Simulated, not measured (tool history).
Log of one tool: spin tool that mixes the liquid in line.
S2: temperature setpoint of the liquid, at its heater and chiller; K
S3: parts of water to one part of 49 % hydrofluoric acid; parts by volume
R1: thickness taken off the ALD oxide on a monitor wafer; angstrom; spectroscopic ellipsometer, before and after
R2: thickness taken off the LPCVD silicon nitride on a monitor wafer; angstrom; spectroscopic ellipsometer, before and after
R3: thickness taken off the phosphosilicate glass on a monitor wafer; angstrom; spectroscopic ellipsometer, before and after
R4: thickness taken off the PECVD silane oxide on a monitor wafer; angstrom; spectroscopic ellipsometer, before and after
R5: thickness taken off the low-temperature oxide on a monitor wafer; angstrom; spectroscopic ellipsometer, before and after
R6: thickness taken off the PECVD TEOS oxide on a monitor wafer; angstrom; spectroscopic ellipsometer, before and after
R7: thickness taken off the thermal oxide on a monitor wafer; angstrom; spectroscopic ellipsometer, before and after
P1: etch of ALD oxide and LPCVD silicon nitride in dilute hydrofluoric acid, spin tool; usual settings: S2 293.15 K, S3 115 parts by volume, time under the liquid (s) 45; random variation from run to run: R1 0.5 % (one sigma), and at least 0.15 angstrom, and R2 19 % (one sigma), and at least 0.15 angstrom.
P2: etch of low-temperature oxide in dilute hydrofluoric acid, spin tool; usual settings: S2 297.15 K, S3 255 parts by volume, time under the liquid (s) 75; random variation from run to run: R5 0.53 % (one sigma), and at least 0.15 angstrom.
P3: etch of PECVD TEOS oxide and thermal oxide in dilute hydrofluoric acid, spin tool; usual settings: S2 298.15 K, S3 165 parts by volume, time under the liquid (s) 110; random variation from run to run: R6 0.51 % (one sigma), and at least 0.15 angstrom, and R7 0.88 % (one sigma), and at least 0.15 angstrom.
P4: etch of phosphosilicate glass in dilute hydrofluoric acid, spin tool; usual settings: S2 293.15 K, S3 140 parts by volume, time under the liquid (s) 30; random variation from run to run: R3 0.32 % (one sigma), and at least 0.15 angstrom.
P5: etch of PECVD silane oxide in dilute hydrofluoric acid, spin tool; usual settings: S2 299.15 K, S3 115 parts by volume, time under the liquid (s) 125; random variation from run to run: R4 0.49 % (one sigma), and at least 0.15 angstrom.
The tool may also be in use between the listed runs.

Run 1, day 0.55: process that ran P1, S2 293.15 K, S3 115 parts by volume, time under the liquid (s) 45. Result: R1 45.442 angstrom, R2 1.7665 angstrom.
Run 2, day 1.004: process that ran P1, S2 293.15 K, S3 115 parts by volume, time under the liquid (s) 45. Result: R1 44.988 angstrom, R2 1.4478 angstrom.
Run 3, day 1.483: process that ran P1, S2 293.15 K, S3 115 parts by volume, time under the liquid (s) 45. Result: R1 45.722 angstrom, R2 1.3578 angstrom.
Run 4, day 2.092: process that ran P1, S2 293.15 K, S3 115 parts by volume, time under the liquid (s) 45. Result: R1 45.211 angstrom, R2 1.7455 angstrom.
Run 5, day 2.733: process that ran P4, S2 293.15 K, S3 50 parts by volume, time under the liquid (s) 30. Result: R3 746.31 angstrom.
Run 6, day 3.479: process that ran P5, S2 299.15 K, S3 115 parts by volume, time under the liquid (s) 125. Result: R4 177.83 angstrom.
Run 7, day 3.979: process that ran P2, S2 297.15 K, S3 255 parts by volume, time under the liquid (s) 75. Result: R5 38.965 angstrom.
Run 8, day 4.696: process that ran P2, S2 297.15 K, S3 255 parts by volume, time under the liquid (s) 135. Result: R5 70.084 angstrom.
Run 9, day 5.338: process that ran P4, S2 290.15 K, S3 140 parts by volume, time under the liquid (s) 30. Result: R3 215.05 angstrom.
Run 10, day 6.067: process that ran P1, S2 300.15 K, S3 30 parts by volume, time under the liquid (s) 45. Result: R1 257.18 angstrom, R2 8.7997 angstrom.
Run 11, day 6.721: process that ran P3, S2 298.15 K, S3 165 parts by volume, time under the liquid (s) 110. Result: R6 99.829 angstrom, R7 30.735 angstrom.
Run 12, day 7.058: process that ran P3, S2 298.15 K, S3 165 parts by volume, time under the liquid (s) 110. Result: R6 99.455 angstrom, R7 31.056 angstrom.
Run 13, day 7.6: process that ran P4, S2 293.15 K, S3 140 parts by volume, time under the liquid (s) 60. Result: R3 482.94 angstrom.
At day 7.808: thermometer replaced.
Run 14, day 8.088: process that ran P2, S2 297.15 K, S3 465 parts by volume, time under the liquid (s) 75. Result: R5 17.628 angstrom.
Run 15, day 8.667: process that ran P1, S2 300.15 K, S3 115 parts by volume, time under the liquid (s) 45. Result: R1 60.326 angstrom, R2 1.1355 angstrom.
Run 16, day 9.083: process that ran P2, S2 297.15 K, S3 255 parts by volume, time under the liquid (s) 75. Result: R5 39.702 angstrom.
Run 17, day 9.829: process that ran P1, S2 293.15 K, S3 115 parts by volume, time under the liquid (s) 45. Result: R1 45.708 angstrom, R2 1.3686 angstrom.
Run 18, day 10.275: process that ran P5, S2 299.15 K, S3 185 parts by volume, time under the liquid (s) 125. Result: R4 102.3 angstrom.
Run 19, day 10.738: process that ran P1, S2 293.15 K, S3 45 parts by volume, time under the liquid (s) 45. Result: R1 125.42 angstrom, R2 2.265 angstrom.
Run 20, day 11.096: process that ran P1, S2 293.15 K, S3 115 parts by volume, time under the liquid (s) 75. Result: R1 75.622 angstrom, R2 2.2943 angstrom.
Run 21, day 11.767: process that ran P5, S2 299.15 K, S3 115 parts by volume, time under the liquid (s) 125. Result: R4 177.2 angstrom.
Run 22, day 12.421: process that ran P2, S2 290.15 K, S3 255 parts by volume, time under the liquid (s) 75. Result: R5 30.388 angstrom.
Run 23, day 12.896: process that ran P1, S2 293.15 K, S3 65 parts by volume, time under the liquid (s) 75. Result: R1 141.29 angstrom, R2 3.1737 angstrom.
Run 24, day 13.479: process that ran P1, S2 293.15 K, S3 115 parts by volume, time under the liquid (s) 20. Result: R1 20.228 angstrom, R2 1.0269 angstrom.
Run 25, day 14.012: process that ran P4, S2 293.15 K, S3 140 parts by volume, time under the liquid (s) 30. Result: R3 242.21 angstrom.
Run 26, day 14.771: process that ran P5, S2 292.15 K, S3 115 parts by volume, time under the liquid (s) 125. Result: R4 133.21 angstrom.
Run 27, day 15.454: process that ran P5, S2 299.15 K, S3 115 parts by volume, time under the liquid (s) 245. Result: R4 348.47 angstrom.
Run 28, day 15.871: process that ran P1, S2 290.15 K, S3 115 parts by volume, time under the liquid (s) 45. Result: R1 40.404 angstrom, R2 1.0743 angstrom.
Run 29, day 16.462: process that ran P1, S2 293.15 K, S3 175 parts by volume, time under the liquid (s) 45. Result: R1 27.869 angstrom, R2 0.648 angstrom.
Run 30, day 16.925: process that ran P3, S2 298.15 K, S3 165 parts by volume, time under the liquid (s) 30. Result: R6 27.254 angstrom, R7 8.28 angstrom.
Run 31, day 17.383: process that ran P3, S2 298.15 K, S3 45 parts by volume, time under the liquid (s) 110. Result: R6 420.59 angstrom, R7 131.36 angstrom.
Run 32, day 18.133: process that ran P3, S2 292.15 K, S3 165 parts by volume, time under the liquid (s) 110. Result: R6 77.659 angstrom, R7 24.246 angstrom.
Run 33, day 18.667: process that ran P1, S2 293.15 K, S3 115 parts by volume, time under the liquid (s) 45. Result: R1 44.956 angstrom, R2 0.80378 angstrom.
Run 34, day 19.312: process that ran P1, S2 293.15 K, S3 115 parts by volume, time under the liquid (s) 45. Result: R1 43.082 angstrom, R2 1.284 angstrom.
Run 35, day 19.9: process that ran P1, S2 293.15 K, S3 115 parts by volume, time under the liquid (s) 45. Result: R1 41.842 angstrom, R2 1.8126 angstrom.
Run 36, day 20.254: process that ran P1, S2 293.15 K, S3 115 parts by volume, time under the liquid (s) 45. Result: R1 41.788 angstrom, R2 1.8997 angstrom.
Run 37, day 20.704: process that ran P1, S2 293.15 K, S3 115 parts by volume, time under the liquid (s) 45. Result: R1 41.539 angstrom, R2 1.1988 angstrom.
Run 38, day 21.192: process that ran P1, S2 293.15 K, S3 115 parts by volume, time under the liquid (s) 45. Result: R1 41.002 angstrom, R2 0.94065 angstrom.
Run 39, day 21.529: process that ran P1, S2 293.15 K, S3 115 parts by volume, time under the liquid (s) 45. Result: R1 40.977 angstrom, R2 0.88927 angstrom.

What P1 gives has crept away from where it was. These 2 causes fit the log equally well, each at the size given:
A: hydrofluoric acid flow below the setpoint (%) = 8.46
B: liquid colder than its thermometer reads (K) = 2.43
The creep began at about day 18.667.

4 check runs are offered, each on 5 wafers whose results are averaged, their results left as question marks. Which one tells the causes apart?
Run check 1, day 21.867: process that ran P5, S2 293.65 K, S3 115 parts by volume, time under the liquid (s) 125. Result: R4 ?.
Run check 2, day 21.867: process that ran P3, S2 298.15 K, S3 70 parts by volume, time under the liquid (s) 110. Result: R6 ?, R7 ?.
Run check 3, day 21.867: process that ran P4, S2 290.15 K, S3 140 parts by volume, time under the liquid (s) 60. Result: R3 ?.
Run check 4, day 21.867: process that ran P2, S2 293.15 K, S3 440 parts by volume, time under the liquid (s) 75. Result: R5 ?.

What each check would give under each cause:
  check  result    if A    if B
check 1      R4     129  129.07
check 2      R6  237.39  236.98
check 2      R7  73.869   73.74
check 3      R3   387.1  386.97
check 4      R5  14.908  15.463
How far apart the two closest causes lie, in the result that separates them most: check 1 0.06 %; check 2 0.17 %; check 3 0.03 %; check 4 3.65 %
Check 4 tells the causes apart: in the others they would give nearly the same result.

Check 4 was then run and gave: R5 14.924 angstrom. Which cause is it?

It is A: hydrofluoric acid flow below the setpoint (%).
